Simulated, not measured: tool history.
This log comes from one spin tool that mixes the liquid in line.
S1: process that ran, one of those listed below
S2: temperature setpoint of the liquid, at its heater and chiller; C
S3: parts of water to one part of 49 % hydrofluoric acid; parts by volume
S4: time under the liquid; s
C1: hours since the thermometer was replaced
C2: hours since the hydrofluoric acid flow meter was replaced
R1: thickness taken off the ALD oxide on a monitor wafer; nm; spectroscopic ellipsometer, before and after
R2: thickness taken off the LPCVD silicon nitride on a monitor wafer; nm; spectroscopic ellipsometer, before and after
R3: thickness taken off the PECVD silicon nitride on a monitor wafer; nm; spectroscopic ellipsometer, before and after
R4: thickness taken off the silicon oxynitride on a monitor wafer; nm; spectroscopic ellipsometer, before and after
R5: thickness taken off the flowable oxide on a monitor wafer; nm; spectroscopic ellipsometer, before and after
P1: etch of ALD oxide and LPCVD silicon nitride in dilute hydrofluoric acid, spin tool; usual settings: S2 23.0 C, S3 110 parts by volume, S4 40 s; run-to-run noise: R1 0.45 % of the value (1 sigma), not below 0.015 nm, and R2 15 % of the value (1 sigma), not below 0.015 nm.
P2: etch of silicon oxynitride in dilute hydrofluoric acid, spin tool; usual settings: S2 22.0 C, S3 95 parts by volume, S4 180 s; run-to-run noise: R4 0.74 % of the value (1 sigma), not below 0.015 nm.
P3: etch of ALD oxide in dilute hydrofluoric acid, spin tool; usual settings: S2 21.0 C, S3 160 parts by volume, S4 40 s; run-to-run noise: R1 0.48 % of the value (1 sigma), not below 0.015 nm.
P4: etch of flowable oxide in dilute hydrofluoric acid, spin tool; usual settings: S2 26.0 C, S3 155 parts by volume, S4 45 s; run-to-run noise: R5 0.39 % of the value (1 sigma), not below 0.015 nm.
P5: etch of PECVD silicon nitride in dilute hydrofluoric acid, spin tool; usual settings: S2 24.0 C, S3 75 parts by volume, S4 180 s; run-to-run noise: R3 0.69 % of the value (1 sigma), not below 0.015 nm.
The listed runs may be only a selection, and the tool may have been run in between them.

run 1 day=0.346 | S1=P1 S2=23.0 S3=110 S4=40 | C1=352.9 C2=1485.1 | R1=9.1308 R2=0.141840
run 2 day=0.625 | S1=P5 S2=24.0 S3=75 S4=180 | C1=359.6 C2=1491.8 | R3=4.0563
run 3 day=0.817 | S1=P3 S2=21.0 S3=160 S4=40 | C1=364.2 C2=1496.4 | R1=6.1080
run 4 day=1.033 | S1=P2 S2=22.0 S3=95 S4=180 | C1=369.4 C2=1501.6 | R4=3.08260
run 5 day=1.254 | S1=P3 S2=21.0 S3=160 S4=15 | C1=374.7 C2=1506.9 | R1=2.3392
run 6 day=1.417 | S1=P3 S2=17.0 S3=160 S4=40 | C1=378.6 C2=1510.8 | R1=5.1814
run 7 day=1.725 | S1=P1 S2=23.0 S3=110 S4=40 | C1=386.0 C2=1518.2 | R1=9.2262 R2=0.218010
run 8 day=1.896 | S1=P4 S2=26.0 S3=155 S4=45 | C1=390.1 C2=1522.3 | R5=9.9484
run 9 day=2.217 | S1=P2 S2=22.0 S3=175 S4=180 | C1=397.8 C2=1530.0 | R4=1.60250
run 10 day=2.458 | S1=P5 S2=24.0 S3=75 S4=350 | C1=403.6 C2=1535.8 | R3=7.9594
run 11 day=2.754 | S1=P2 S2=22.0 S3=95 S4=25 | C1=410.7 C2=1542.9 | R4=0.41774
run 12 day=2.962 | S1=P4 S2=31.0 S3=155 S4=45 | C1=415.7 C2=1547.9 | R5=12.0330
run 13 day=3.233 | S1=P1 S2=23.0 S3=110 S4=40 | C1=422.2 C2=1554.4 | R1=9.1527 R2=0.190600
run 14 day=3.425 | S1=P1 S2=17.5 S3=110 S4=40 | C1=426.8 C2=1559.0 | R1=7.3769 R2=0.145960
run 15 day=3.650 | S1=P5 S2=24.0 S3=140 S4=180 | C1=432.2 C2=1564.4 | R3=2.2159
run 16 day=3.854 | S1=P1 S2=17.0 S3=55 S4=40 | C1=437.1 C2=1569.3 | R1=15.2250 R2=0.153900
run 17 day=4.067 | S1=P2 S2=17.0 S3=95 S4=180 | C1=442.2 C2=1574.4 | R4=2.41900
run 18 day=4.321 | S1=P5 S2=19.0 S3=75 S4=180 | C1=448.3 C2=1580.5 | R3=2.9535
run 19 day=4.612 | S1=P2 S2=22.0 S3=95 S4=180 | C1=455.3 C2=1587.5 | R4=3.11560
run 20 day=4.767 | S1=P4 S2=26.0 S3=70 S4=45 | C1=459.0 C2=1591.2 | R5=24.5420
run 21 day=5.067 | S1=P4 S2=26.0 S3=155 S4=20 | C1=466.2 C2=1598.4 | R5=4.4235
run 22 day=5.271 | S1=P1 S2=23.0 S3=190 S4=40 | C1=471.1 C2=1603.3 | R1=4.8676 R2=0.085735
run 23 day=5.479 | S1=P3 S2=21.0 S3=160 S4=40 | C1=476.1 C2=1608.3 | R1=6.1024
run 24 day=5.704 | S1=P1 S2=23.0 S3=110 S4=40 | C1=481.5 C2=1613.7 | R1=9.2844 R2=0.124020
run 25 day=6.054 | S1=P1 S2=23.0 S3=110 S4=40 | C1=489.9 C2=1622.1 | R1=9.2099 R2=0.127680
run 26 day=6.317 | S1=P1 S2=23.0 S3=110 S4=15 | C1=496.2 C2=1628.4 | R1=3.4928 R2=0.037755
run 27 day=6.558 | S1=P1 S2=27.5 S3=110 S4=40 | C1=502.0 C2=1634.2 | R1=10.9810 R2=0.176920
run 28 day=6.846 | S1=P3 S2=21.0 S3=275 S4=40 | C1=508.9 C2=1641.1 | R1=3.1644
run 29 day=7.188 | S1=P1 S2=23.0 S3=110 S4=40 | C1=517.1 C2=1649.3 | R1=9.1879 R2=0.169500
run 30 day=7.433 | S1=P1 S2=23.0 S3=50 S4=40 | C1=523.0 C2=1655.2 | R1=21.6610 R2=0.376410
run 31 day=7.608 | S1=P1 S2=23.0 S3=110 S4=60 | C1=527.2 C2=1659.4 | R1=13.8130 R2=0.251990
run 32 day=7.896 | S1=P1 S2=23.0 S3=110 S4=40 | C1=534.1 C2=1666.3 | R1=9.1241 R2=0.165330
run 33 day=8.121 | S1=P1 S2=23.0 S3=110 S4=40 | C1=539.5 C2=1671.7 | R1=9.4662 R2=0.174140
run 34 day=8.308 | S1=P1 S2=23.0 S3=110 S4=40 | C1=544.0 C2=1676.2 | R1=9.4897 R2=0.152700
run 35 day=8.600 | S1=P1 S2=23.0 S3=110 S4=40 | C1=551.0 C2=1683.2 | R1=9.5524 R2=0.174410
run 36 day=8.788 | S1=P1 S2=23.0 S3=110 S4=40 | C1=555.5 C2=1687.7 | R1=9.6297 R2=0.173950
run 37 day=9.017 | S1=P1 S2=23.0 S3=110 S4=40 | C1=561.0 C2=1693.2 | R1=9.7269 R2=0.196920
run 38 day=9.175 | S1=P1 S2=23.0 S3=110 S4=40 | C1=564.8 C2=1697.0 | R1=9.7537 R2=0.137660
run 39 day=9.404 | S1=P1 S2=23.0 S3=110 S4=40 | C1=570.3 C2=1702.5 | R1=9.7474 R2=0.120590
run 40 day=9.742 | S1=P1 S2=23.0 S3=110 S4=40 | C1=578.4 C2=1710.6 | R1=9.6994 R2=0.186290
run 41 day=10.025 | S1=P1 S2=23.0 S3=110 S4=40 | C1=585.2 C2=1717.4 | R1=9.8251 R2=0.181210
run 42 day=10.233 | S1=P1 S2=23.0 S3=110 S4=40 | C1=590.2 C2=1722.4 | R1=9.7541 R2=0.178300
run 43 day=10.542 | S1=P1 S2=23.0 S3=110 S4=40 | C1=597.6 C2=1729.8 | R1=9.7839 R2=0.138320

The log shows P1 creeping away from where it was. Any of the 2 causes listed here, at the size stated for it, fits the log just as well as the others:
A: hydrofluoric acid flow above the setpoint (%) = 5.68
B: liquid hotter than its thermometer reads (K) = 1.59
Creep in the process output first set in at about day 7.896.

Which of the check runs below tells the causes apart, meaning the causes would give it clearly different results? Each run uses 2 wafers whose results are averaged, and each result is shown as a question mark.
run check 1 day=10.850 | S1=P5 S2=24.0 S3=115 S4=180 | R3=?
run check 2 day=10.850 | S1=P4 S2=26.0 S3=90 S4=45 | R5=?
run check 3 day=10.850 | S1=P2 S2=22.0 S3=145 S4=180 | R4=?
run check 4 day=10.850 | S1=P3 S2=17.0 S3=265 S4=40 | R1=?

What every check run would give for each of its results, assuming each possible cause in turn:
check=check_1 result=R3 if_A=2.8219 if_B=2.9631
check=check_2 result=R5 if_A=19.8290 if_B=19.8350
check=check_3 result=R4 if_A=2.08060 if_B=2.10770
check=check_4 result=R1 if_A=3.0504 if_B=3.0297
Per-check spread between the two closest causes, in the result where they differ most: check 1 4.88 %; check 2 0.03 %; check 3 1.29 %; check 4 0.68 %
Only check 1 tells the causes apart: in the others they would give nearly the same result.

Check 1 was then run and gave: R3 2.8136 nm. Which cause is it?

Of the candidate causes, it is A: hydrofluoric acid flow above the setpoint (%).
